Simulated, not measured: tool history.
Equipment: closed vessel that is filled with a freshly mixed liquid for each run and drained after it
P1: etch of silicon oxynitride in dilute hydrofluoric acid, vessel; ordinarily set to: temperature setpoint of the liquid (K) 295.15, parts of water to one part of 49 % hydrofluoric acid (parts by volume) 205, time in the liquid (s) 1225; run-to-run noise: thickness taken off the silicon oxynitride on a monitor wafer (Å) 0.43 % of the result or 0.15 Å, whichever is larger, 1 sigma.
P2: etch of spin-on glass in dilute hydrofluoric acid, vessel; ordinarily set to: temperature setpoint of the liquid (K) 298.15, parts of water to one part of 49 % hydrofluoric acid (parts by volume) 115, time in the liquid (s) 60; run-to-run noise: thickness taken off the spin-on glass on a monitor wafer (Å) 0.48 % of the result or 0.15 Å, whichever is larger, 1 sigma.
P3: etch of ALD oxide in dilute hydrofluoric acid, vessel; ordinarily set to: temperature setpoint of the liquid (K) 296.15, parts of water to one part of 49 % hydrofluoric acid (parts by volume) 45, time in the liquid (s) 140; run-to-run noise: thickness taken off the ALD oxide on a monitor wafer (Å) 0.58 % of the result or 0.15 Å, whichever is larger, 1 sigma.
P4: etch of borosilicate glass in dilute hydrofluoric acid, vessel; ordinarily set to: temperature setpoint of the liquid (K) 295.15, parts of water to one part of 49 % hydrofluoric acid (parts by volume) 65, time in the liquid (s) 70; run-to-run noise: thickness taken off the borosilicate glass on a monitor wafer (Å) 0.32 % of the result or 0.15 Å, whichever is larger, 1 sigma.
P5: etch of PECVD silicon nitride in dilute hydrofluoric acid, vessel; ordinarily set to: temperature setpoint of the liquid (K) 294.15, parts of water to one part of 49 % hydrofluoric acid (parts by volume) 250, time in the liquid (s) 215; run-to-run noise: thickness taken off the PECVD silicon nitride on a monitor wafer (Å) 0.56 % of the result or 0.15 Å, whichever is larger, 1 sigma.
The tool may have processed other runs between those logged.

run	hour	process that ran	temperature setpoint of the liquid (K)	parts of water to one part of 49 % hydrofluoric acid (parts by volume)	time in the liquid (s)	hours since the thermometer was replaced	hours since the hydrofluoric acid flow meter was replaced	thickness taken off the silicon oxynitride on a monitor wafer (Å)	thickness taken off the borosilicate glass on a monitor wafer (Å)	thickness taken off the ALD oxide on a monitor wafer (Å)	thickness taken off the PECVD silicon nitride on a monitor wafer (Å)	thickness taken off the spin-on glass on a monitor wafer (Å)
1	9.5	P1	295.15	205	1225	451.4	286.5	145.62				
2	20.4	P1	295.15	205	1225	462.3	297.4	145.72				
3	31.1	P1	295.15	360	1225	473	308.1	74.941				
4	36.4	P4	295.15	65	115	478.3	313.4		531.49			
5	44.2	P1	295.15	205	1225	486.1	321.2	146.5				
6	50.9	P3	292.15	45	140	492.8	327.9			266.45		
7	57.5	P4	290.15	65	70	499.4	334.5		261.8			
8	65.6	P5	290.15	250	215	507.5	342.6				31.62	
9	74.9	P1	295.15	205	1225	516.8	351.9	147				
10	83.1	P1	290.15	205	510	525	360.1	48.069				
11	91.6	P2	294.15	115	60	533.5	368.6					256.92
12	100.5	P5	294.15	250	215	542.4	377.5				40.542	
13	109.8	P1	295.15	95	1225	551.7	386.8	343.3				
14	118.3	P1	295.15	205	1225	560.2	395.3	146.07				
15	124.6	P1	295.15	105	485	566.5	401.6	120.42				
16	130.1	P3	296.15	45	140	572	407.1			319.94		
17	135.7	P4	295.15	65	70	577.6	412.7		324.14			
18	145.9	P3	296.15	45	280	587.8	422.9			639.84		
19	153.1	P1	295.15	310	2175	595	430.1	160.45				
20	158.8	P3	296.15	75	140	600.7	435.8			184.38		
# hour 165.5: thermometer replaced
21	168	P1	295.15	205	1225	2.5	445	146.14				
22	175.7	P2	298.15	115	90	10.2	452.7					452.83
23	183.1	P2	298.15	165	60	17.6	460.1					199.75
24	190.9	P5	294.15	70	215	25.4	467.9				140.67	
25	196.3	P1	295.15	205	1225	30.8	473.3	146.71				
26	203.5	P4	295.15	25	70	38	480.5		892.72			
27	209.6	P1	300.15	205	1225	44.1	486.6	183.97				
28	216	P5	294.15	250	215	50.5	493				40.83	
29	222.4	P2	298.15	115	60	56.9	499.4					305.29

Run 30, settings as shown, results not yet in. Your forecast:
30	228	P1	295.15	205	615	62.5	505	?				

thickness taken off the silicon oxynitride on a monitor wafer (Å): 72.963

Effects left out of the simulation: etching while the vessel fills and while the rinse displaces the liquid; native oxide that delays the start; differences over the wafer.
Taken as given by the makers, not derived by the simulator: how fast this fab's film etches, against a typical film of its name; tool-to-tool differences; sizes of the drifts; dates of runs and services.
